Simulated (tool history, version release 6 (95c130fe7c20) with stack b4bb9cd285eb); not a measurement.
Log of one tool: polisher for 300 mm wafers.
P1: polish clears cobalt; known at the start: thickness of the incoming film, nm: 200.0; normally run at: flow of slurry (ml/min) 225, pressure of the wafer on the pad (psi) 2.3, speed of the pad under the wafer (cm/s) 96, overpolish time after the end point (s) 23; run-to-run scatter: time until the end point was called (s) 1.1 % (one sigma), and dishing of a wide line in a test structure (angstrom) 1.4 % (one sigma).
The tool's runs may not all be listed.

run     day  flow of slurry (ml/min)  pressure of the wafer on the pad (psi)  speed of the pad under the wafer (cm/s)  overpolish time after the end point (s)  wafers polished on this pad  hours since the slurry nozzle was cleaned  hours since the head pressure was calibrated  time until the end point was called (s)  dishing of a wide line in a test structure (angstrom)
  1   0.300                      225                                     2.3                                       96                                       23                          654                                       32.0                                         870.1                                   30.813                                                 427.90
  2   0.775                      225                                     2.3                                       96                                        7                          747                                       43.4                                         881.5                                   30.618                                                 290.95
  3   1.312                      225                                     2.3                                      144                                       23                          852                                       56.3                                         894.4                                   20.405                                                 432.28
  4   1.879                      225                                     2.3                                       96                                       23                          962                                       69.9                                         908.0                                   30.879                                                 427.13
  5   2.350                      225                                     2.3                                      150                                       33                         1054                                       81.2                                         919.3                                   19.579                                                 437.71
  6   2.933                      225                                     2.3                                       96                                       42                         1168                                       95.2                                         933.3                                   30.151                                                 433.69
  7   3.317                      225                                     2.3                                       96                                       23                         1243                                      104.4                                         942.5                                   31.145                                                 433.88
  8   3.796                      225                                     3.2                                       96                                        9                         1336                                      115.9                                         954.0                                   21.486                                                 366.70
  9   4.333                      225                                     2.3                                       44                                       23                         1441                                      128.8                                         966.9                                   66.596                                                 352.05
 10   4.621                      355                                     2.3                                       96                                       23                         1497                                      135.7                                         973.8                                   29.315                                                 433.49
 11   5.071                      225                                     1.0                                       96                                       23                         1585                                      146.5                                         984.6                                   72.234                                                 349.87
 12   5.550                      225                                     3.1                                       96                                       23                         1678                                      158.0                                         996.1                                   22.935                                                 422.54
 13   5.858                      225                                     2.3                                       96                                       23                         1738                                      165.4                                        1003.5                                   31.010                                                 421.78
 14   6.354                      135                                     2.3                                       96                                       23                         1835                                      177.3                                        1015.4                                   32.989                                                 415.82
 15   6.833                      225                                     2.3                                       96                                       23                         1928                                      188.8                                        1026.9                                   30.472                                                 428.23
 16   7.138                      225                                     2.3                                       96                                       23                         1988                                      196.1                                        1034.2                                   31.090                                                 430.48
 17   7.392                      225                                     2.3                                       96                                       23                         2037                                      202.2                                        1040.3                                   31.146                                                 428.14
 18   7.675                      225                                     2.3                                       96                                       23                         2093                                      209.0                                        1047.1                                   31.666                                                 425.59
 19   8.217                      225                                     2.3                                       96                                       23                         2198                                      222.0                                        1060.1                                   31.895                                                 427.51
 20   8.621                      225                                     2.3                                       96                                       23                         2277                                      231.7                                        1069.8                                   32.695                                                 422.02
 21   9.038                      225                                     2.3                                       96                                       23                         2358                                      241.7                                        1079.8                                   32.827                                                 418.93
 22   9.488                      225                                     2.3                                       96                                       23                         2446                                      252.5                                        1090.6                                   32.548                                                 415.03
      9.683  -- head pressure recalibrated
 23   9.754                      225                                     2.3                                       96                                       23                         2498                                      258.9                                           1.8                                   32.237                                                 423.15
 24  10.271                      225                                     2.3                                       96                                       23                         2599                                      271.3                                          14.2                                   32.843                                                 414.70
 25  10.671                      225                                     2.3                                       96                                       23                         2677                                      280.9                                          23.8                                   32.717                                                 428.24
 26  11.046                      225                                     2.3                                       96                                       23                         2750                                      289.9                                          32.8                                   33.652                                                 418.96

What P1 gives has crept away from where it was. These 2 causes fit the log equally well, each at the size given:
A: slurry flow missing at the pad, % = 39
B: removal rate lost through wear of the pad, % = 7.14
The creep began at about day 6.833.
Why every other cause is out:
head's pressure below its setpoint, %: serviced at day 9.683, which brought nothing back

4 check runs are offered, each on 5 wafers whose results are averaged, their results left as question marks. Which one tells the causes apart?
check 1  11.421                      225                                     1.5                                      132                                       23                                                                                                                                                              ?                                                      ?
check 2  11.421                      135                                     1.6                                       96                                       23                                                                                                                                                              ?                                                      ?
check 3  11.421                      225                                     2.3                                       68                                       23                                                                                                                                                              ?                                                      ?
check 4  11.421                      225                                     2.9                                       46                                       23                                                                                                                                                              ?                                                      ?

What each check would give under each cause:
  check                                                 result    if A    if B
check 1                time until the end point was called (s)  36.916  36.918
check 1  dishing of a wide line in a test structure (angstrom)  415.32  415.32
check 2                time until the end point was called (s)  53.702  51.405
check 2  dishing of a wide line in a test structure (angstrom)  380.46  385.65
check 3                time until the end point was called (s)  46.735  46.738
check 3  dishing of a wide line in a test structure (angstrom)  396.03  396.02
check 4                time until the end point was called (s)  54.792  54.796
check 4  dishing of a wide line in a test structure (angstrom)  378.79  378.78
How far apart the two closest causes lie, in the result that separates them most: check 1 0.01 %; check 2 4.37 %; check 3 0.01 %; check 4 0.01 %
Check 2 tells the causes apart: in the others they would give nearly the same result.

Check 2 was then run and gave: time until the end point was called (s) 53.838; dishing of a wide line in a test structure (angstrom) 383.19. Which cause is it?

It is A: slurry flow missing at the pad, %.

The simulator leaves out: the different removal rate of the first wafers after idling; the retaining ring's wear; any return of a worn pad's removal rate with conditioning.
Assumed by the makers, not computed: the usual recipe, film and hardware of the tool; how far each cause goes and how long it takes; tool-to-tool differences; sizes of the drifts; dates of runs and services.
